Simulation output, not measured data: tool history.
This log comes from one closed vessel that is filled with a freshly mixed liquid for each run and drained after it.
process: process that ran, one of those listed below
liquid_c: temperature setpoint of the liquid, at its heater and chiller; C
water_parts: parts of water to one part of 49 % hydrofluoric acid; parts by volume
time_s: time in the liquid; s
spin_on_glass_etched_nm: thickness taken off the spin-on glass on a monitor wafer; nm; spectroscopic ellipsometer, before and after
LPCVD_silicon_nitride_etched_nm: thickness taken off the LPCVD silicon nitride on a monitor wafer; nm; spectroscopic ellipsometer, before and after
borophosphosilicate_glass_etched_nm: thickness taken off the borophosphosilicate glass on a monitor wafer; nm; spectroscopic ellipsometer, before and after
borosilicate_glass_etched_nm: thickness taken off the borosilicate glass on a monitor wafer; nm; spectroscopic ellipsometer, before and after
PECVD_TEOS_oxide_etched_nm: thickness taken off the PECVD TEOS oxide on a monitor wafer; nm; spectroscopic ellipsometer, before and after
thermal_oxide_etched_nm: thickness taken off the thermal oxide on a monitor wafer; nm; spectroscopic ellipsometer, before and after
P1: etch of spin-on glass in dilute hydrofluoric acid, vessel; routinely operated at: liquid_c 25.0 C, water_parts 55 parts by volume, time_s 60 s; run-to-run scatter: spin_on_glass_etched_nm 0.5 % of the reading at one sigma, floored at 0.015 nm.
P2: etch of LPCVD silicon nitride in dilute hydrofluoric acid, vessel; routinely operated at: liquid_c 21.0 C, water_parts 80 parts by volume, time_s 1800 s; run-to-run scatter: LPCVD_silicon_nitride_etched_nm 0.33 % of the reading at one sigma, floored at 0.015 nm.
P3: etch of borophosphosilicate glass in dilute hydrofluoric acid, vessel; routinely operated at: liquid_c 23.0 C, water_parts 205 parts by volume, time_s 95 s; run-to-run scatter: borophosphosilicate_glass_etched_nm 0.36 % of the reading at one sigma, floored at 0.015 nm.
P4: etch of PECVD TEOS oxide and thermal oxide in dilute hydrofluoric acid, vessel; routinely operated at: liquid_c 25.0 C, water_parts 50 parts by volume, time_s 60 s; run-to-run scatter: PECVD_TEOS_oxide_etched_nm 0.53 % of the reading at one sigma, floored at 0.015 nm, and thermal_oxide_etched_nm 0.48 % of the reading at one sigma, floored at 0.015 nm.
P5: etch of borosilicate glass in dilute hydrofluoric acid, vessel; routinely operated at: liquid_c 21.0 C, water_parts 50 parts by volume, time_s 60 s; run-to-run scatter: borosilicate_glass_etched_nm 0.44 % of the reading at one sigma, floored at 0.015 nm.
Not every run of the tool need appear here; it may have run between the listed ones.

run	hour	process	liquid_c	water_parts	time_s	hours since the thermometer was replaced	hours since the hydrofluoric acid flow meter was replaced	spin_on_glass_etched_nm	LPCVD_silicon_nitride_etched_nm	borophosphosilicate_glass_etched_nm	borosilicate_glass_etched_nm	PECVD_TEOS_oxide_etched_nm	thermal_oxide_etched_nm
1	7.2	P1	25.0	55	60	676.7	355.4	83.161					
2	13.3	P2	21.0	80	1800	682.8	361.5		7.69350				
3	17.7	P3	23.0	205	35	687.2	365.9			8.6505			
4	23.6	P5	21.0	50	60	693.1	371.8				29.547		
5	29.2	P5	21.0	20	60	698.7	377.4				76.665		
6	36.6	P1	25.0	55	30	706.1	384.8	41.340					
7	43.9	P1	20.0	55	60	713.4	392.1	66.978					
8	50.5	P3	23.0	205	95	720.0	398.7			23.3310			
9	58.7	P3	23.0	55	95	728.2	406.9			103.3300			
10	67.9	P1	25.0	55	60	737.4	416.1	82.497					
11	72.8	P3	30.5	205	95	742.3	421.0			30.7160			
12	77.2	P1	25.0	30	30	746.7	425.4	78.107					
13	85.8	P4	25.0	50	110	755.3	434.0					32.749	11.5330
14	92.1	P1	25.0	55	60	761.6	440.3	82.699					
15	96.5	P5	21.0	50	60	766.0	444.7				29.572		
16	103.2	P4	25.0	50	60	772.7	451.4					18.089	6.2788
17	110.5	P1	25.0	55	60	780.0	458.7	82.690					
18	115.5	P4	32.0	50	60	785.0	463.7					23.912	8.3015
19	119.9	P2	21.0	80	1800	789.4	468.1		7.56760				
20	128.5	P1	25.0	100	60	798.0	476.7	43.160					
21	134.5	P1	25.0	55	60	804.0	482.7	82.765					
22	142.4	P2	21.0	25	1800	811.9	490.6		23.68400				
23	147.4	P1	31.5	55	60	816.9	495.6	107.350					
24	152.2	P2	26.5	80	1800	821.7	500.4		10.98500				
25	160.4	P1	25.0	55	90	829.9	508.6	124.800					
26	167.0	P5	21.0	50	115	836.5	515.2				56.918		
27	176.3	P2	21.0	80	35	845.8	524.5		0.14171				
28	185.1	P4	25.0	20	60	854.6	533.3					47.048	16.2730
29	191.0	P4	25.0	50	60	860.5	539.2					17.947	6.3454
30	198.8	P1	25.0	30	60	868.3	547.0	155.970					
31	203.0	P1	25.0	55	60	872.5	551.2	83.086					

Estimate the outcome of run 32 from the log above:
32	212.0	P3	23.0	205	95	881.5	560.2			?			

{"run 32": {"borophosphosilicate_glass_etched_nm": 23.498}}
